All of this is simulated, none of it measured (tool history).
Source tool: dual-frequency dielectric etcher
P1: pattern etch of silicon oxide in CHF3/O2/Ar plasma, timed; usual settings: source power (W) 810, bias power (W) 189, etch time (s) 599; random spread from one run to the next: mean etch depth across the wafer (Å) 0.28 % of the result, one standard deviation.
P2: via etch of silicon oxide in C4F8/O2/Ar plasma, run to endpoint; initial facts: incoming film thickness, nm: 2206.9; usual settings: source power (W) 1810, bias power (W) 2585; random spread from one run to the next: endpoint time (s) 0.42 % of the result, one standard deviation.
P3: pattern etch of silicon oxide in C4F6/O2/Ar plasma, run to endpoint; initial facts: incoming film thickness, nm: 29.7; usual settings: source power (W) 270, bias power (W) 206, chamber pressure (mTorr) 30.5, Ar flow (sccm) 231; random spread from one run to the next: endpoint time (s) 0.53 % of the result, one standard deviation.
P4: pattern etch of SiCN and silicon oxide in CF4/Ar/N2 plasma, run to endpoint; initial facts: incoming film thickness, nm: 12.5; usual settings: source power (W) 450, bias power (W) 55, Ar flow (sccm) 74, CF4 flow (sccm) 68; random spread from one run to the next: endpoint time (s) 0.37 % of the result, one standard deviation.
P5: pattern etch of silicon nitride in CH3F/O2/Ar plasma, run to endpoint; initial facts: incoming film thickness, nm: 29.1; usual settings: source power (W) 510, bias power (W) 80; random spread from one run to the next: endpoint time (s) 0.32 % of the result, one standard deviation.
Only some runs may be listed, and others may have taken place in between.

| run | hour | process that ran | source power (W) | bias power (W) | etch time (s) | Ar flow (sccm) | CF4 flow (sccm) | chamber pressure (mTorr) | mean etch depth across the wafer (Å) | endpoint time (s) |
|---|---|---|---|---|---|---|---|---|---|---|
| 1 | 3.8 | P1 | 810 | 189 | 599 |  |  |  | 13860 |  |
| 2 | 8.9 | P4 | 300 | 55 |  | 74 | 68 |  |  | 22.126 |
| 3 | 13.9 | P1 | 810 | 189 | 599 |  |  |  | 13882 |  |
| 4 | 17.9 | P3 | 270 | 206 |  | 231 |  | 30.5 |  | 9.878 |
| 5 | 23.5 | P5 | 510 | 80 |  |  |  |  |  | 36.602 |
| 6 | 28 | P5 | 360 | 80 |  |  |  |  |  | 41.865 |
| 7 | 33.1 | P4 | 450 | 55 |  | 74 | 84 |  |  | 14.946 |
| 8 | 38.8 | P2 | 1810 | 3350 |  |  |  |  |  | 386.71 |
|  | 40.6 | source power generator calibrated |
| 9 | 42.7 | P2 | 1810 | 2585 |  |  |  |  |  | 423.32 |
| 10 | 48.8 | P4 | 450 | 55 |  | 54 | 68 |  |  | 14.709 |
| 11 | 53.8 | P1 | 810 | 227 | 599 |  |  |  | 14675 |  |
| 12 | 56.7 | P3 | 270 | 155 |  | 231 |  | 30.5 |  | 10.798 |
| 13 | 61.9 | P5 | 510 | 114 |  |  |  |  |  | 32.331 |
| 14 | 67.6 | P1 | 660 | 189 | 599 |  |  |  | 12746 |  |
| 15 | 70.7 | P1 | 810 | 189 | 417.5 |  |  |  | 9685 |  |
| 16 | 76 | P3 | 270 | 206 |  | 305 |  | 30.5 |  | 10.147 |
| 17 | 81.8 | P1 | 810 | 189 | 599 |  |  |  | 13846 |  |
| 18 | 85.5 | P1 | 1070 | 189 | 599 |  |  |  | 15388 |  |
| 19 | 89.6 | P1 | 810 | 224 | 793.5 |  |  |  | 19399 |  |
| 20 | 93.6 | P2 | 1460 | 2585 |  |  |  |  |  | 456.38 |
| 21 | 98.9 | P1 | 810 | 140 | 599 |  |  |  | 12535 |  |
| 22 | 102.5 | P1 | 810 | 189 | 599 |  |  |  | 13854 |  |
| 23 | 108.7 | P3 | 360 | 206 |  | 231 |  | 30.5 |  | 8.7469 |
| 24 | 113.2 | P4 | 450 | 55 |  | 74 | 68 |  |  | 15.303 |
| 25 | 119.5 | P1 | 810 | 189 | 599 |  |  |  | 13860 |  |
| 26 | 125.4 | P1 | 810 | 189 | 874 |  |  |  | 20212 |  |
| 27 | 129.1 | P4 | 450 | 36 |  | 74 | 68 |  |  | 17.43 |
| 28 | 134.7 | P1 | 810 | 189 | 599 |  |  |  | 13861 |  |
| 29 | 137.8 | P1 | 570 | 147 | 599 |  |  |  | 11115 |  |
| 30 | 142.7 | P1 | 810 | 189 | 599 |  |  |  | 13796 |  |
| 31 | 145.7 | P5 | 510 | 80 |  |  |  |  |  | 36.704 |
| 32 | 148.8 | P3 | 270 | 206 |  | 231 |  | 38 |  | 10.024 |
| 33 | 152.1 | P1 | 810 | 189 | 599 |  |  |  | 13783 |  |
| 34 | 156.5 | P1 | 810 | 189 | 599 |  |  |  | 13777 |  |
| 35 | 162.2 | P1 | 810 | 189 | 599 |  |  |  | 13769 |  |
| 36 | 165.6 | P1 | 810 | 189 | 599 |  |  |  | 13670 |  |
|  | 166.2 | wet clean of the chamber |
| 37 | 171.2 | P1 | 810 | 189 | 599 |  |  |  | 13706 |  |
| 38 | 176.6 | P1 | 810 | 189 | 599 |  |  |  | 13610 |  |
| 39 | 183 | P1 | 810 | 189 | 599 |  |  |  | 13694 |  |
| 40 | 189.5 | P1 | 810 | 189 | 599 |  |  |  | 13624 |  |

The output of P1 has drifted from where it used to be. Each of the 2 causes below, taken at the size shown beside it, accounts for the log equally well:
A: bias power that arrives under what is set, % = 4.09
B: source power that arrives under what is set, % = 3.54
The gradual shift began around hour 152.1.
All other causes, with the reason each is excluded:
chamber walls in a state that lowers the etch rate, %: serviced at hour 166.2, which brought nothing back

Below are 4 check runs, each averaged over 2 wafers, with their results shown as question marks. Which of them would give clearly different results depending on which cause is behind the drift?
| check 1 | 196 | P3 | 360 | 206 |  | 231 |  | 30.5 |  | ? |
| check 2 | 196 | P2 | 1810 | 3099 |  |  |  |  |  | ? |
| check 3 | 196 | P5 | 370 | 105 |  |  |  |  |  | ? |
| check 4 | 196 | P4 | 450 | 40 |  | 74 | 78 |  |  | ? |

Outcome of each check run for each possible cause:
| check | result | if A | if B |
|---|---|---|---|
| check 1 | endpoint time (s) | 8.9056 | 8.9081 |
| check 2 | endpoint time (s) | 400.89 | 401.25 |
| check 3 | endpoint time (s) | 38.056 | 37.975 |
| check 4 | endpoint time (s) | 16.695 | 17.055 |
How far apart the two closest causes lie, in the result that separates them most: check 1 0.03 %; check 2 0.09 %; check 3 0.21 %; check 4 2.13 %
The other checks would show nearly matching results whichever cause is true, so check 4 is the only one that separates the causes.

With check 4 done, the readings were: endpoint time (s) 16.694. Identify which of the listed causes applies.

A is the cause: bias power that arrives under what is set, %.
